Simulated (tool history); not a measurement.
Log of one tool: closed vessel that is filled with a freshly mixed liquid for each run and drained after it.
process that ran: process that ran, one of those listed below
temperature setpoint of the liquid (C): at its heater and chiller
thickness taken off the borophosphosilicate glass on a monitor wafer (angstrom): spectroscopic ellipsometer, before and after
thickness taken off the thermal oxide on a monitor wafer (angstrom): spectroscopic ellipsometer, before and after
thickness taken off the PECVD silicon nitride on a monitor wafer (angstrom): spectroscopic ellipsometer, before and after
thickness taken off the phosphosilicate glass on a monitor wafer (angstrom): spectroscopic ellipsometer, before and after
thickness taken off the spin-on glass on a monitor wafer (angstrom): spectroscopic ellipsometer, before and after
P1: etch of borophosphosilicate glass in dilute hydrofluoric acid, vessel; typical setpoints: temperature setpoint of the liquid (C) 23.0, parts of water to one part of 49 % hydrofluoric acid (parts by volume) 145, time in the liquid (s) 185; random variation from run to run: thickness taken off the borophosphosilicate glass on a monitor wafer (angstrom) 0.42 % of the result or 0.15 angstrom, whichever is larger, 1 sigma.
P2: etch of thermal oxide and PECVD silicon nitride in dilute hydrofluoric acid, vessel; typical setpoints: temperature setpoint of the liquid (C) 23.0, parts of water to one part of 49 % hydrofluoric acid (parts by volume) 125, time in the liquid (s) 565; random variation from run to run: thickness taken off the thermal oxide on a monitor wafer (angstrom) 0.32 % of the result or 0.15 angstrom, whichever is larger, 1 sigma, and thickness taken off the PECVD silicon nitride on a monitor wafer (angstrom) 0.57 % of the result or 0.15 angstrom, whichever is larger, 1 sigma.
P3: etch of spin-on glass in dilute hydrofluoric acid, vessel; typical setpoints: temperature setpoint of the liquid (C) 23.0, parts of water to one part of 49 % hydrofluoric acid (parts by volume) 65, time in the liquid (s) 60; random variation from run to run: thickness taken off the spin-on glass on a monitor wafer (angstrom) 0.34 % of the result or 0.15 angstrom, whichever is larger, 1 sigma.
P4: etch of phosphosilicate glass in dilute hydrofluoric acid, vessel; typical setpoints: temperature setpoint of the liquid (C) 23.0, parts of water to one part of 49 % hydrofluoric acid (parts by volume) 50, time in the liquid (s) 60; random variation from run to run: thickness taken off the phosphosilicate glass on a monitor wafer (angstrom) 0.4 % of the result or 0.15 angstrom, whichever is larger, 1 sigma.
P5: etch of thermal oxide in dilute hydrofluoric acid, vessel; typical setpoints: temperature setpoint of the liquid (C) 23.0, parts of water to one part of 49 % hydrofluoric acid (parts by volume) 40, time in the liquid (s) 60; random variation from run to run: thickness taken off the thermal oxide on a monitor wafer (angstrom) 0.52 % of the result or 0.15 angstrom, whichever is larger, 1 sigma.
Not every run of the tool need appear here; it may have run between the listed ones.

run,hour,process that ran,temperature setpoint of the liquid (C),parts of water to one part of 49 % hydrofluoric acid (parts by volume),time in the liquid (s),hours since the thermometer was replaced,hours since the hydrofluoric acid flow meter was replaced,thickness taken off the borophosphosilicate glass on a monitor wafer (angstrom),thickness taken off the thermal oxide on a monitor wafer (angstrom),thickness taken off the PECVD silicon nitride on a monitor wafer (angstrom),thickness taken off the phosphosilicate glass on a monitor wafer (angstrom),thickness taken off the spin-on glass on a monitor wafer (angstrom)
1,3.1,P1,23.0,145,185,562.3,67.3,506.43,,,,
2,6.2,P2,23.0,125,565,565.4,70.4,,198.440,93.749,,
3,10.1,P4,23.0,50,30,569.3,74.3,,,,594.30,
4,14.0,P2,23.0,125,1125,573.2,78.2,,394.710,186.010,,
5,16.1,P3,23.0,30,60,575.3,80.3,,,,,1166.30
6,18.6,P5,23.0,40,60,577.8,82.8,,68.523,,,
7,20.6,P4,23.0,50,60,579.8,84.8,,,,1186.30,
8,24.5,P1,23.0,260,185,583.7,88.7,249.79,,,,
9,26.7,P3,23.0,65,60,585.9,90.9,,,,,516.97
10,31.0,P1,23.0,30,185,590.2,95.2,2820.60,,,,
11,34.3,P1,23.0,145,185,593.5,98.5,505.81,,,,
12,38.1,P5,23.0,25,60,597.3,102.3,,111.480,,,
13,40.2,P4,23.0,70,60,599.4,104.4,,,,824.37,
14,43.9,P1,23.0,145,185,603.1,108.1,504.39,,,,
15,46.6,P1,23.0,145,80,605.8,110.8,219.65,,,,
16,49.7,P3,23.0,65,60,608.9,113.9,,,,,517.65
17,51.8,P1,28.0,215,185,611.0,116.0,379.10,,,,
18,56.1,P1,23.0,145,185,615.3,120.3,505.13,,,,
19,58.8,P2,23.0,125,565,618.0,123.0,,198.430,94.355,,
20,63.0,P1,23.0,145,185,622.2,127.2,504.70,,,,
21,65.2,P5,17.0,40,60,624.4,129.4,,52.092,,,
22,69.5,P3,23.0,65,30,628.7,133.7,,,,,259.12
23,71.6,P1,17.0,235,185,630.8,135.8,225.94,,,,
24,75.4,P5,23.0,40,60,634.6,139.6,,67.987,,,
25,79.5,P2,23.0,220,565,638.7,143.7,,101.820,53.507,,
26,82.0,P1,23.0,145,185,641.2,146.2,505.66,,,,
27,85.5,P1,17.0,145,185,644.7,149.7,394.93,,,,
28,87.9,P3,30.0,65,60,647.1,152.1,,,,,682.99
29,90.2,P2,29.0,125,565,649.4,154.4,,249.400,139.140,,
30,92.6,P5,23.0,40,30,651.8,156.8,,34.316,,,
31,95.2,P1,31.5,145,185,654.4,159.4,693.46,,,,
32,97.8,P1,23.0,145,185,657.0,162.0,504.95,,,,
33,101.3,P4,27.5,50,60,660.5,165.5,,,,1430.40,
34,105.1,P1,23.0,145,285,664.3,169.3,776.13,,,,
35,108.9,P1,23.0,145,185,668.1,173.1,507.63,,,,
36,110.9,P1,23.0,145,185,670.1,175.1,499.08,,,,
37,113.2,P1,23.0,145,185,672.4,177.4,495.78,,,,
38,117.2,P1,23.0,145,185,676.4,181.4,484.68,,,,
39,119.6,P1,23.0,145,185,678.8,183.8,484.42,,,,
40,122.8,P1,23.0,145,185,682.0,187.0,482.07,,,,
41,126.0,P1,23.0,145,185,685.2,190.2,481.25,,,,
42,128.6,P1,23.0,145,185,687.8,192.8,480.07,,,,
43,131.3,P1,23.0,145,185,690.5,195.5,475.34,,,,
44,135.1,P1,23.0,145,185,694.3,199.3,479.98,,,,

Estimate the outcome of run 45 from the log above:
45,137.6,P1,23.0,145,185,696.8,201.8,?,,,,

For run 45 the tool returned thickness taken off the borophosphosilicate glass on a monitor wafer (angstrom) 478.03.
